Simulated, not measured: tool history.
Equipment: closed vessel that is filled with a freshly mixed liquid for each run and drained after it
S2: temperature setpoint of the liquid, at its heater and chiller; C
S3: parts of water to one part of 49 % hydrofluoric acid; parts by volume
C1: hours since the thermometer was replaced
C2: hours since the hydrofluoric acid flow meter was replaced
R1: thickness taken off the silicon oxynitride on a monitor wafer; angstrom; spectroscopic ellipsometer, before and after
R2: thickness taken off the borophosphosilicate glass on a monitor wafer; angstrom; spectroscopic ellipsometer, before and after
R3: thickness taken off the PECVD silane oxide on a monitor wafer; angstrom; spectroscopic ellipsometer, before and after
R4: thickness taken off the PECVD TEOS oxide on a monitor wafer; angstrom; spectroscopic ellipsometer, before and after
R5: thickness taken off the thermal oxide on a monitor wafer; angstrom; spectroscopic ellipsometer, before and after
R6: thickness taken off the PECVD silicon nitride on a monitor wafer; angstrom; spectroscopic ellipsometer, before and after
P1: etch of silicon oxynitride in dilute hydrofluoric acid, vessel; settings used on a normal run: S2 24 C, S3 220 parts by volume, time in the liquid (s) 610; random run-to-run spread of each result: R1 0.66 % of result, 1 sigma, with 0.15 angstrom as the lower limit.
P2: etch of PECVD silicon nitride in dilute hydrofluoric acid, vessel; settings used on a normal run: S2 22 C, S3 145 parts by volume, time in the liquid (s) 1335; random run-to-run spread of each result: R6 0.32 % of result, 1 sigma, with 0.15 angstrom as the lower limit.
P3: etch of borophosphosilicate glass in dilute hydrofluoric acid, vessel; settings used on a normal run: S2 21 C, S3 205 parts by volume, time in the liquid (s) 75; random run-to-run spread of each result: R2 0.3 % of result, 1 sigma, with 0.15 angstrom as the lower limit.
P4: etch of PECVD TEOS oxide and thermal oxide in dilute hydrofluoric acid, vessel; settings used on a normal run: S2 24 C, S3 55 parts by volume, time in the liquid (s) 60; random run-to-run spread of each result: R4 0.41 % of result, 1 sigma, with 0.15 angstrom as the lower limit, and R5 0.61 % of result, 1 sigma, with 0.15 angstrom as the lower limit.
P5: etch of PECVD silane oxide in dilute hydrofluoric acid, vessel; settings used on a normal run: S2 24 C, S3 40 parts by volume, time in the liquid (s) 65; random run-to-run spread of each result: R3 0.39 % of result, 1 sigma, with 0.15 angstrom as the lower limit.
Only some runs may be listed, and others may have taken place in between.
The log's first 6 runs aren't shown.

Run 7, hour 72.4: process that ran P4, S2 29 C, S3 55 parts by volume, time in the liquid (s) 60; C1 340.3; C2 394.1. Result: R4 402.16 angstrom, R5 65.726 angstrom.
Run 8, hour 83.4: process that ran P3, S2 21 C, S3 205 parts by volume, time in the liquid (s) 75; C1 351.3; C2 405.1. Result: R2 138.7 angstrom.
Run 9, hour 95: process that ran P5, S2 24 C, S3 60 parts by volume, time in the liquid (s) 65; C1 362.9; C2 416.7. Result: R3 215.82 angstrom.
Run 10, hour 102.1: process that ran P5, S2 24 C, S3 40 parts by volume, time in the liquid (s) 110; C1 370; C2 423.8. Result: R3 560.02 angstrom.
Run 11, hour 112.4: process that ran P1, S2 19 C, S3 220 parts by volume, time in the liquid (s) 610; C1 380.3; C2 434.1. Result: R1 36.659 angstrom.
Run 12, hour 127.2: process that ran P2, S2 29.5 C, S3 145 parts by volume, time in the liquid (s) 1335; C1 395.1; C2 448.9. Result: R6 371.57 angstrom.
Run 13, hour 140.8: process that ran P1, S2 24 C, S3 220 parts by volume, time in the liquid (s) 30; C1 408.7; C2 462.5. Result: R1 1.9728 angstrom.
Run 14, hour 154.2: process that ran P5, S2 24 C, S3 40 parts by volume, time in the liquid (s) 65; C1 422.1; C2 475.9. Result: R3 336.56 angstrom.
Run 15, hour 162.7: process that ran P1, S2 24 C, S3 220 parts by volume, time in the liquid (s) 610; C1 430.6; C2 484.4. Result: R1 45.59 angstrom.
Run 16, hour 174.4: process that ran P1, S2 24 C, S3 220 parts by volume, time in the liquid (s) 610; C1 442.3; C2 496.1. Result: R1 45.742 angstrom.
Run 17, hour 189.4: process that ran P3, S2 17 C, S3 205 parts by volume, time in the liquid (s) 75; C1 457.3; C2 511.1. Result: R2 118.74 angstrom.
Run 18, hour 204.8: process that ran P3, S2 21 C, S3 205 parts by volume, time in the liquid (s) 75; C1 472.7; C2 526.5. Result: R2 138.12 angstrom.
Run 19, hour 219.1: process that ran P1, S2 32 C, S3 220 parts by volume, time in the liquid (s) 610; C1 487; C2 540.8. Result: R1 64.188 angstrom.
Run 20, hour 228.2: process that ran P1, S2 24 C, S3 220 parts by volume, time in the liquid (s) 1055; C1 496.1; C2 549.9. Result: R1 78.593 angstrom.
Run 21, hour 241.5: process that ran P1, S2 24 C, S3 95 parts by volume, time in the liquid (s) 610; C1 509.4; C2 563.2. Result: R1 116.51 angstrom.
Run 22, hour 249.1: process that ran P1, S2 17 C, S3 355 parts by volume, time in the liquid (s) 610; C1 517; C2 570.8. Result: R1 19.51 angstrom.
Run 23, hour 262.5: process that ran P2, S2 22 C, S3 145 parts by volume, time in the liquid (s) 1335; C1 530.4; C2 584.2. Result: R6 229.95 angstrom.
Run 24, hour 269.7: process that ran P1, S2 24 C, S3 220 parts by volume, time in the liquid (s) 610; C1 537.6; C2 591.4. Result: R1 45.256 angstrom.
Run 25, hour 284.2: process that ran P4, S2 24 C, S3 55 parts by volume, time in the liquid (s) 60; C1 552.1; C2 605.9. Result: R4 324.66 angstrom, R5 52.741 angstrom.
Run 26, hour 297.6: process that ran P2, S2 22 C, S3 145 parts by volume, time in the liquid (s) 2670; C1 565.5; C2 619.3. Result: R6 462.5 angstrom.
Run 27, hour 307.8: process that ran P1, S2 24 C, S3 220 parts by volume, time in the liquid (s) 610; C1 575.7; C2 629.5. Result: R1 45.291 angstrom.
Run 28, hour 321.7: process that ran P5, S2 24 C, S3 40 parts by volume, time in the liquid (s) 65; C1 589.6; C2 643.4. Result: R3 333.2 angstrom.

What does the tool deliver on the next run?
Run 29, hour 333: process that ran P2, S2 22 C, S3 145 parts by volume, time in the liquid (s) 1335; C1 600.9; C2 654.7. Result: R6 ?.

R6: 229.8 angstrom
